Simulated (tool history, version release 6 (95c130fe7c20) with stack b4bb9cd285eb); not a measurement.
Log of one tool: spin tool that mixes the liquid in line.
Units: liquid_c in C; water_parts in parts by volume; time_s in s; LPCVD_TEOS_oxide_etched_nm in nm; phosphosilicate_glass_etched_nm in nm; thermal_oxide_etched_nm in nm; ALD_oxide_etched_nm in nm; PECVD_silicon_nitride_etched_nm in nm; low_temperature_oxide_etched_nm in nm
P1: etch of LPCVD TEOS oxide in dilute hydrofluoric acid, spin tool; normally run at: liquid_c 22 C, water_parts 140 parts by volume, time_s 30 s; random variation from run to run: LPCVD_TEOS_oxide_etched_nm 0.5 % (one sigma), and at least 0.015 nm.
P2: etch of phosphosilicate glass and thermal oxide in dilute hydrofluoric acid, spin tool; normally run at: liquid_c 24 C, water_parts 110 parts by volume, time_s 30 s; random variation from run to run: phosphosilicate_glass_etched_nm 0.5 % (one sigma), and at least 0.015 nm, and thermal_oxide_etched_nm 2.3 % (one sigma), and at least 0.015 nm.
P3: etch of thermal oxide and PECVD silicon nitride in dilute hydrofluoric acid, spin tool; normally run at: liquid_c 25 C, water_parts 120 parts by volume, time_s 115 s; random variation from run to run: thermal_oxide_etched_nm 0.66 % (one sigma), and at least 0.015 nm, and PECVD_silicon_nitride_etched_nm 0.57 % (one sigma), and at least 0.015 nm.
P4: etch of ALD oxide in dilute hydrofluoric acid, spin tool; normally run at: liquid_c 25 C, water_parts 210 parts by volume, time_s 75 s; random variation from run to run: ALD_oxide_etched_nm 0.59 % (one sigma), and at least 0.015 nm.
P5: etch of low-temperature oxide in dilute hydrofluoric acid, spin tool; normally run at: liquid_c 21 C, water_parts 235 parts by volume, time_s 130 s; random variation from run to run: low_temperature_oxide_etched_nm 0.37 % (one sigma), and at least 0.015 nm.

| run | day | process | liquid_c | water_parts | time_s | hours since the thermometer was replaced | hours since the hydrofluoric acid flow meter was replaced | LPCVD_TEOS_oxide_etched_nm | phosphosilicate_glass_etched_nm | thermal_oxide_etched_nm | ALD_oxide_etched_nm | PECVD_silicon_nitride_etched_nm | low_temperature_oxide_etched_nm |
|---|---|---|---|---|---|---|---|---|---|---|---|---|---|
| 1 | 0.162 | P1 | 22 | 140 | 30 | 512.5 | 551.7 | 10.431 |  |  |  |  |  |
| 2 | 0.367 | P1 | 22 | 140 | 30 | 517.4 | 556.6 | 10.414 |  |  |  |  |  |
| 3 | 0.617 | P2 | 24 | 110 | 15 | 523.4 | 562.6 |  | 28.065 | 0.58036 |  |  |  |
| 4 | 0.883 | P4 | 25 | 210 | 110 | 529.8 | 569 |  |  |  | 6.197 |  |  |
| 5 | 1.154 | P1 | 22 | 35 | 30 | 536.3 | 575.5 | 47.656 |  |  |  |  |  |
| 6 | 1.304 | P3 | 25 | 120 | 115 | 539.9 | 579.1 |  |  | 4.5381 |  | 5.7696 |  |
| 7 | 1.612 | P4 | 25 | 210 | 75 | 547.3 | 586.5 |  |  |  | 4.2334 |  |  |
| 8 | 1.904 | P2 | 24 | 110 | 30 | 554.3 | 593.5 |  | 56.216 | 1.1916 |  |  |  |
| 9 | 2.083 | P1 | 22 | 30 | 55 | 558.6 | 597.8 | 102.23 |  |  |  |  |  |
| 10 | 2.262 | P1 | 22 | 140 | 30 | 562.9 | 602.1 | 10.54 |  |  |  |  |  |
| 11 | 2.546 | P3 | 25 | 120 | 115 | 569.7 | 608.9 |  |  | 4.6058 |  | 5.7985 |  |
| 12 | 2.712 | P4 | 19 | 210 | 75 | 573.7 | 612.9 |  |  |  | 3.3606 |  |  |
|  | 2.812 | thermometer replaced |
| 13 | 2.867 | P1 | 18 | 140 | 30 | 1.4 | 616.6 | 8.9213 |  |  |  |  |  |
| 14 | 3.088 | P5 | 21 | 80 | 130 | 6.7 | 621.9 |  |  |  |  |  | 47.833 |
| 15 | 3.233 | P1 | 26.5 | 140 | 30 | 10.2 | 625.4 | 12.513 |  |  |  |  |  |
| 16 | 3.462 | P1 | 22 | 140 | 50 | 15.7 | 630.9 | 17.46 |  |  |  |  |  |
| 17 | 3.675 | P3 | 25 | 120 | 55 | 20.8 | 636 |  |  | 2.1741 |  | 2.7719 |  |
| 18 | 3.854 | P1 | 22 | 140 | 30 | 25.1 | 640.3 | 10.416 |  |  |  |  |  |
| 19 | 4.058 | P1 | 28 | 95 | 30 | 30 | 645.2 | 20.576 |  |  |  |  |  |
| 20 | 4.362 | P2 | 24 | 45 | 30 | 37.3 | 652.5 |  | 148.55 | 3.1879 |  |  |  |
| 21 | 4.512 | P2 | 17.5 | 110 | 30 | 40.9 | 656.1 |  | 43.538 | 0.88303 |  |  |  |
| 22 | 4.812 | P1 | 22 | 140 | 30 | 48.1 | 663.3 | 10.461 |  |  |  |  |  |
| 23 | 5.021 | P4 | 25 | 210 | 75 | 53.1 | 668.3 |  |  |  | 4.2589 |  |  |
| 24 | 5.188 | P5 | 21 | 235 | 130 | 57.1 | 672.3 |  |  |  |  |  | 13.805 |
| 25 | 5.367 | P3 | 17 | 120 | 115 | 61.4 | 676.6 |  |  | 3.316 |  | 3.4115 |  |
| 26 | 5.617 | P4 | 25 | 80 | 75 | 67.4 | 682.6 |  |  |  | 12.941 |  |  |

Forecast run 27:
| 27 | 5.754 | P3 | 25 | 185 | 115 | 70.7 | 685.9 |  |  | ? |  | ? |  |

thermal_oxide_etched_nm: 2.7769 nm
PECVD_silicon_nitride_etched_nm: 3.7664 nm

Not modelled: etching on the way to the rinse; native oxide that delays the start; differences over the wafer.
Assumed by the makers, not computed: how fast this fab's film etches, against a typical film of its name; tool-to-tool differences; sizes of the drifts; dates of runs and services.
